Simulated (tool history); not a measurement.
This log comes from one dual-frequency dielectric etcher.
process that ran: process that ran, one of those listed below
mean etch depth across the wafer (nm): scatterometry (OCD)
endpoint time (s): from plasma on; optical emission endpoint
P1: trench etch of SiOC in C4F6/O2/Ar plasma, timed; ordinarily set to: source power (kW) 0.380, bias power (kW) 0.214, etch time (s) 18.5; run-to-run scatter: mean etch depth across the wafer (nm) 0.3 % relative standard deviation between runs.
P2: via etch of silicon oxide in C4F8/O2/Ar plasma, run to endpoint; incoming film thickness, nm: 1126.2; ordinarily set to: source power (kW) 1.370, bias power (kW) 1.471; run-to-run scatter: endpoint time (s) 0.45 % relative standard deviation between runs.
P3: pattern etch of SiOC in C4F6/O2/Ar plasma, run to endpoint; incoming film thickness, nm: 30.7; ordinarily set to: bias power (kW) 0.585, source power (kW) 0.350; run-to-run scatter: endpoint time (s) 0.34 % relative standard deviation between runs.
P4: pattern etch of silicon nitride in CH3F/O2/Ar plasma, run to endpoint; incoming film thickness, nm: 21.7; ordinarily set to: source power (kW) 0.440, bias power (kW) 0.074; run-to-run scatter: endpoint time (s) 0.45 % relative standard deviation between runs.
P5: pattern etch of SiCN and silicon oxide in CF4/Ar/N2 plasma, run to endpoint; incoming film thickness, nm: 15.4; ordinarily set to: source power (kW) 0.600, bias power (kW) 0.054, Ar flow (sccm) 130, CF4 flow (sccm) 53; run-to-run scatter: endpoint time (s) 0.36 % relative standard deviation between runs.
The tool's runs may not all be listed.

| run | hour | process that ran | source power (kW) | bias power (kW) | etch time (s) | Ar flow (sccm) | CF4 flow (sccm) | hours since the last wet clean | hours since the last source power generator calibration | hours since the last bias power generator calibration | mean etch depth across the wafer (nm) | endpoint time (s) |
|---|---|---|---|---|---|---|---|---|---|---|---|---|
| 1 | 9.8 | P1 | 0.380 | 0.214 | 18.5 |  |  | 493.8 | 3208.2 | 1609.4 | 39.393 |  |
| 2 | 21.6 | P2 | 1.370 | 0.884 |  |  |  | 505.6 | 3220.0 | 1621.2 |  | 325.8400 |
| 3 | 34.1 | P1 | 0.470 | 0.214 | 18.5 |  |  | 518.1 | 3232.5 | 1633.7 | 42.744 |  |
| 4 | 44.3 | P4 | 0.620 | 0.074 |  |  |  | 528.3 | 3242.7 | 1643.9 |  | 26.2010 |
| 5 | 56.9 | P5 | 0.600 | 0.054 |  | 130 | 35 | 540.9 | 3255.3 | 1656.5 |  | 18.2960 |
| 6 | 68.7 | P1 | 0.380 | 0.147 | 18.5 |  |  | 552.7 | 3267.1 | 1668.3 | 34.960 |  |
| 7 | 75.7 | P5 | 0.600 | 0.054 |  | 130 | 53 | 559.7 | 3274.1 | 1675.3 |  | 16.9590 |
| 8 | 84.0 | P5 | 0.600 | 0.042 |  | 130 | 53 | 568.0 | 3282.4 | 1683.6 |  | 18.5080 |
| 9 | 96.6 | P3 | 0.350 | 0.585 |  |  |  | 580.6 | 3295.0 | 1696.2 |  | 10.0970 |
|  | 102.4 | wet clean of the chamber |
| 10 | 105.3 | P3 | 0.350 | 0.807 |  |  |  | 3.0 | 3303.7 | 1704.9 |  | 8.9215 |
| 11 | 112.9 | P1 | 0.380 | 0.214 | 18.5 |  |  | 10.6 | 3311.3 | 1712.5 | 39.375 |  |
| 12 | 121.3 | P5 | 0.600 | 0.054 |  | 87 | 53 | 19.0 | 3319.7 | 1720.9 |  | 15.7670 |
| 13 | 129.3 | P1 | 0.380 | 0.214 | 18.5 |  |  | 27.0 | 3327.7 | 1728.9 | 39.276 |  |
| 14 | 141.8 | P4 | 0.440 | 0.074 |  |  |  | 39.5 | 3340.2 | 1741.4 |  | 29.7890 |
| 15 | 148.1 | P1 | 0.380 | 0.214 | 18.5 |  |  | 45.8 | 3346.5 | 1747.7 | 39.323 |  |
| 16 | 158.8 | P5 | 0.600 | 0.054 |  | 130 | 53 | 56.5 | 3357.2 | 1758.4 |  | 17.0790 |
| 17 | 167.4 | P1 | 0.280 | 0.214 | 18.5 |  |  | 65.1 | 3365.8 | 1767.0 | 34.899 |  |
| 18 | 178.6 | P1 | 0.380 | 0.214 | 11.0 |  |  | 76.3 | 3377.0 | 1778.2 | 23.431 |  |
| 19 | 188.3 | P1 | 0.380 | 0.214 | 26.0 |  |  | 86.0 | 3386.7 | 1787.9 | 55.271 |  |
| 20 | 197.7 | P4 | 0.440 | 0.044 |  |  |  | 95.4 | 3396.1 | 1797.3 |  | 35.0080 |
| 21 | 205.7 | P1 | 0.480 | 0.214 | 10.0 |  |  | 103.4 | 3404.1 | 1805.3 | 23.063 |  |
| 22 | 218.8 | P5 | 0.480 | 0.054 |  | 130 | 53 | 116.5 | 3417.2 | 1818.4 |  | 20.7490 |
| 23 | 228.9 | P1 | 0.380 | 0.172 | 25.0 |  |  | 126.6 | 3427.3 | 1828.5 | 49.574 |  |
| 24 | 240.0 | P2 | 1.370 | 1.471 |  |  |  | 137.7 | 3438.4 | 1839.6 |  | 286.3500 |
| 25 | 250.1 | P2 | 1.920 | 1.471 |  |  |  | 147.8 | 3448.5 | 1849.7 |  | 250.3400 |
| 26 | 258.6 | P3 | 0.220 | 0.585 |  |  |  | 156.3 | 3457.0 | 1858.2 |  | 11.9440 |
| 27 | 269.6 | P1 | 0.380 | 0.302 | 18.5 |  |  | 167.3 | 3468.0 | 1869.2 | 44.300 |  |
| 28 | 282.4 | P1 | 0.380 | 0.214 | 18.5 |  |  | 180.1 | 3480.8 | 1882.0 | 39.242 |  |
| 29 | 289.5 | P1 | 0.380 | 0.298 | 13.5 |  |  | 187.2 | 3487.9 | 1889.1 | 32.154 |  |
| 30 | 301.1 | P1 | 0.380 | 0.214 | 18.5 |  |  | 198.8 | 3499.5 | 1900.7 | 39.222 |  |
| 31 | 307.6 | P1 | 0.380 | 0.214 | 18.5 |  |  | 205.3 | 3506.0 | 1907.2 | 39.633 |  |
| 32 | 321.9 | P1 | 0.380 | 0.214 | 18.5 |  |  | 219.6 | 3520.3 | 1921.5 | 39.617 |  |

Run 33 has not been measured yet. What should we expect?
| 33 | 334.1 | P1 | 0.380 | 0.214 | 18.5 |  |  | 231.8 | 3532.5 | 1933.7 | ? |  |

For run 33 the tool returned mean etch depth across the wafer (nm) 39.653.
